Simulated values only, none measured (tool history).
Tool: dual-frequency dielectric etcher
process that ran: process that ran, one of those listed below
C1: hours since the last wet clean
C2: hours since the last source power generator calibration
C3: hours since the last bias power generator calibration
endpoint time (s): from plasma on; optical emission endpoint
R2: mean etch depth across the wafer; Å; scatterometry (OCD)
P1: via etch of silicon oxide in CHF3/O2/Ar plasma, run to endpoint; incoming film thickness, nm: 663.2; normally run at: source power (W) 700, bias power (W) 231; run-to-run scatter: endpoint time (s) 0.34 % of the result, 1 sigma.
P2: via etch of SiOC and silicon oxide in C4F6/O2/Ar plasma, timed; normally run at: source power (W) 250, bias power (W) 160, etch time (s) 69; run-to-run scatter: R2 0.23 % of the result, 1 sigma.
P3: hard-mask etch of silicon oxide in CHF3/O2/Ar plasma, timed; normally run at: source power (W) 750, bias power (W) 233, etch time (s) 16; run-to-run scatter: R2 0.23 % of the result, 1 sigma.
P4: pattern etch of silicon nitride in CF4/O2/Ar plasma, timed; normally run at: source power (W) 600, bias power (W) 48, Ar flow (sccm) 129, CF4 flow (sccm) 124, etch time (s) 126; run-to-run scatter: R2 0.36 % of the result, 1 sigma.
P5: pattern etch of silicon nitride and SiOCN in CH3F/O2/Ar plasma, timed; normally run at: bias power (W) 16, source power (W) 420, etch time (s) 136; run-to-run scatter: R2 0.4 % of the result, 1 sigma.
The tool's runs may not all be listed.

{"run": 1, "hour": 14.7, "process that ran": "P1", "source power (W)": 700, "bias power (W)": 231, "C1": 133.4, "C2": 1022.9, "C3": 1201.7, "endpoint time (s)": 293.82}
{"run": 2, "hour": 28.5, "process that ran": "P1", "source power (W)": 700, "bias power (W)": 315, "C1": 147.2, "C2": 1036.7, "C3": 1215.5, "endpoint time (s)": 262.88}
{"run": 3, "hour": 37.5, "process that ran": "P1", "source power (W)": 1000, "bias power (W)": 231, "C1": 156.2, "C2": 1045.7, "C3": 1224.5, "endpoint time (s)": 257.13}
{"run": 4, "hour": 50.6, "process that ran": "P1", "source power (W)": 700, "bias power (W)": 231, "C1": 169.3, "C2": 1058.8, "C3": 1237.6, "endpoint time (s)": 294.2}
{"run": 5, "hour": 61.7, "process that ran": "P4", "source power (W)": 730, "bias power (W)": 48, "Ar flow (sccm)": 129, "CF4 flow (sccm)": 124, "etch time (s)": 126, "C1": 180.4, "C2": 1069.9, "C3": 1248.7, "R2": 3248.1}
{"run": 6, "hour": 78.2, "process that ran": "P1", "source power (W)": 700, "bias power (W)": 231, "C1": 196.9, "C2": 1086.4, "C3": 1265.2, "endpoint time (s)": 294.07}
{"run": 7, "hour": 90.3, "process that ran": "P2", "source power (W)": 190, "bias power (W)": 160, "etch time (s)": 69, "C1": 209, "C2": 1098.5, "C3": 1277.3, "R2": 574.21}
{"run": 8, "hour": 98.2, "process that ran": "P1", "source power (W)": 700, "bias power (W)": 231, "C1": 216.9, "C2": 1106.4, "C3": 1285.2, "endpoint time (s)": 294.64}
{"run": 9, "hour": 109.6, "process that ran": "P5", "source power (W)": 270, "bias power (W)": 16, "etch time (s)": 136, "C1": 228.3, "C2": 1117.8, "C3": 1296.6, "R2": 134.56}
{"run": 10, "hour": 123.8, "process that ran": "P5", "source power (W)": 420, "bias power (W)": 10, "etch time (s)": 136, "C1": 242.5, "C2": 1132, "C3": 1310.8, "R2": 131.79}
{"run": 11, "hour": 138.3, "process that ran": "P3", "source power (W)": 750, "bias power (W)": 233, "etch time (s)": 20, "C1": 257, "C2": 1146.5, "C3": 1325.3, "R2": 465.28}
{"run": 12, "hour": 155.2, "process that ran": "P1", "source power (W)": 700, "bias power (W)": 182, "C1": 273.9, "C2": 1163.4, "C3": 1342.2, "endpoint time (s)": 318.39}
{"run": 13, "hour": 167.1, "process that ran": "P5", "source power (W)": 420, "bias power (W)": 16, "etch time (s)": 136, "C1": 285.8, "C2": 1175.3, "C3": 1354.1, "R2": 156.9}
{"run": 14, "hour": 176.0, "process that ran": "P1", "source power (W)": 700, "bias power (W)": 231, "C1": 294.7, "C2": 1184.2, "C3": 1363, "endpoint time (s)": 294.68}
{"run": 15, "hour": 191.9, "process that ran": "P3", "source power (W)": 750, "bias power (W)": 294, "etch time (s)": 16, "C1": 310.6, "C2": 1200.1, "C3": 1378.9, "R2": 404.84}
{"run": 16, "hour": 200.6, "process that ran": "P1", "source power (W)": 700, "bias power (W)": 231, "C1": 319.3, "C2": 1208.8, "C3": 1387.6, "endpoint time (s)": 293.16}
{"run": 17, "hour": 216.8, "process that ran": "P2", "source power (W)": 250, "bias power (W)": 160, "etch time (s)": 51, "C1": 335.5, "C2": 1225, "C3": 1403.8, "R2": 471.85}
{"run": 18, "hour": 228.9, "process that ran": "P1", "source power (W)": 510, "bias power (W)": 231, "C1": 347.6, "C2": 1237.1, "C3": 1415.9, "endpoint time (s)": 332.63}
{"run": 19, "hour": 242.5, "process that ran": "P3", "source power (W)": 560, "bias power (W)": 233, "etch time (s)": 16, "C1": 361.2, "C2": 1250.7, "C3": 1429.5, "R2": 335.06}
{"run": 20, "hour": 254.7, "process that ran": "P4", "source power (W)": 600, "bias power (W)": 64, "Ar flow (sccm)": 129, "CF4 flow (sccm)": 124, "etch time (s)": 126, "C1": 373.4, "C2": 1262.9, "C3": 1441.7, "R2": 3052.6}
{"run": 21, "hour": 267.5, "process that ran": "P4", "source power (W)": 600, "bias power (W)": 48, "Ar flow (sccm)": 129, "CF4 flow (sccm)": 124, "etch time (s)": 171.5, "C1": 386.2, "C2": 1275.7, "C3": 1454.5, "R2": 3731.5}
{"run": 22, "hour": 277.6, "process that ran": "P4", "source power (W)": 600, "bias power (W)": 48, "Ar flow (sccm)": 89, "CF4 flow (sccm)": 124, "etch time (s)": 126, "C1": 396.3, "C2": 1285.8, "C3": 1464.6, "R2": 2882.3}
{"run": 23, "hour": 292.1, "process that ran": "P1", "source power (W)": 700, "bias power (W)": 231, "C1": 410.8, "C2": 1300.3, "C3": 1479.1, "endpoint time (s)": 295.04}
{"run": 24, "hour": 303.3, "process that ran": "P2", "source power (W)": 250, "bias power (W)": 160, "etch time (s)": 69, "C1": 422, "C2": 1311.5, "C3": 1490.3, "R2": 640.16}
{"run": 25, "hour": 318.5, "process that ran": "P5", "source power (W)": 420, "bias power (W)": 16, "etch time (s)": 75, "C1": 437.2, "C2": 1326.7, "C3": 1505.5, "R2": 87.004}
{"run": 26, "hour": 326.9, "process that ran": "P1", "source power (W)": 520, "bias power (W)": 303, "C1": 445.6, "C2": 1335.1, "C3": 1513.9, "endpoint time (s)": 297.14}
{"run": 27, "hour": 342.7, "process that ran": "P2", "source power (W)": 250, "bias power (W)": 121, "etch time (s)": 69, "C1": 461.4, "C2": 1350.9, "C3": 1529.7, "R2": 586.8}
{"run": 28, "hour": 356.3, "process that ran": "P4", "source power (W)": 600, "bias power (W)": 48, "Ar flow (sccm)": 129, "CF4 flow (sccm)": 82, "etch time (s)": 126, "C1": 475, "C2": 1364.5, "C3": 1543.3, "R2": 2603.4}
{"run": 29, "hour": 364.8, "process that ran": "P4", "source power (W)": 600, "bias power (W)": 48, "Ar flow (sccm)": 129, "CF4 flow (sccm)": 124, "etch time (s)": 126, "C1": 483.5, "C2": 1373, "C3": 1551.8, "R2": 2752.8}
{"run": 30, "hour": 378.7, "process that ran": "P3", "source power (W)": 750, "bias power (W)": 233, "etch time (s)": 16, "C1": 497.4, "C2": 1386.9, "C3": 1565.7, "R2": 374.54}
{"run": 31, "hour": 388.4, "process that ran": "P1", "source power (W)": 700, "bias power (W)": 231, "C1": 507.1, "C2": 1396.6, "C3": 1575.4, "endpoint time (s)": 294.81}
{"run": 32, "hour": 401.3, "process that ran": "P1", "source power (W)": 700, "bias power (W)": 231, "C1": 520, "C2": 1409.5, "C3": 1588.3, "endpoint time (s)": 291.79}
{"run": 33, "hour": 418.2, "process that ran": "P1", "source power (W)": 700, "bias power (W)": 231, "C1": 536.9, "C2": 1426.4, "C3": 1605.2, "endpoint time (s)": 291.08}
{"run": 34, "hour": 434.6, "process that ran": "P1", "source power (W)": 700, "bias power (W)": 231, "C1": 553.3, "C2": 1442.8, "C3": 1621.6, "endpoint time (s)": 289.41}
{"run": 35, "hour": 446.0, "process that ran": "P1", "source power (W)": 700, "bias power (W)": 231, "C1": 564.7, "C2": 1454.2, "C3": 1633, "endpoint time (s)": 290.05}
{"hour": 450.8, "done": "wet clean of the chamber"}
{"run": 36, "hour": 455.8, "process that ran": "P1", "source power (W)": 700, "bias power (W)": 231, "C1": 5.1, "C2": 1464, "C3": 1642.8, "endpoint time (s)": 289.11}
{"run": 37, "hour": 465.5, "process that ran": "P1", "source power (W)": 700, "bias power (W)": 231, "C1": 14.8, "C2": 1473.7, "C3": 1652.5, "endpoint time (s)": 289.34}
{"run": 38, "hour": 476.8, "process that ran": "P1", "source power (W)": 700, "bias power (W)": 231, "C1": 26.1, "C2": 1485, "C3": 1663.8, "endpoint time (s)": 287.88}
{"run": 39, "hour": 486.9, "process that ran": "P1", "source power (W)": 700, "bias power (W)": 231, "C1": 36.2, "C2": 1495.1, "C3": 1673.9, "endpoint time (s)": 289.89}

What P1 gives has crept away from where it was. These 2 causes fit the log equally well, each at the size given:
A: source power that arrives over what is set, % = 4.61
B: bias power that arrives over what is set, % = 4.99
The creep began at about hour 388.4.
Why every other cause is out:
chamber walls in a state that raises the etch rate, %: serviced at hour 450.8, which brought nothing back

4 check runs are offered, each on 2 wafers whose results are averaged, their results left as question marks. Which one tells the causes apart?
{"run": "check 1", "hour": 497.0, "process that ran": "P5", "source power (W)": 420, "bias power (W)": 16, "etch time (s)": 136, "R2": "?"}
{"run": "check 2", "hour": 497.0, "process that ran": "P2", "source power (W)": 250, "bias power (W)": 160, "etch time (s)": 69, "R2": "?"}
{"run": "check 3", "hour": 497.0, "process that ran": "P3", "source power (W)": 750, "bias power (W)": 233, "etch time (s)": 16, "R2": "?"}
{"run": "check 4", "hour": 497.0, "process that ran": "P4", "source power (W)": 600, "bias power (W)": 48, "Ar flow (sccm)": 129, "CF4 flow (sccm)": 124, "etch time (s)": 126, "R2": "?"}

What each check would give under each cause:
check=check_1 result=R2 if_A=160.01 if_B=160.64
check=check_2 result=R2 if_A=650.83 if_B=649.84
check=check_3 result=R2 if_A=380.53 if_B=380.51
check=check_4 result=R2 if_A=2857 if_B=2796.5
How far apart the two closest causes lie, in the result that separates them most: check 1 0.4 %; check 2 0.15 %; check 3 0 %; check 4 2.14 %
Only check 4 tells the causes apart: in the others they would give nearly the same result.

Then check 4 was run and gave: R2 2799.5 Å. Which cause is it?

It is B: bias power that arrives over what is set, %.
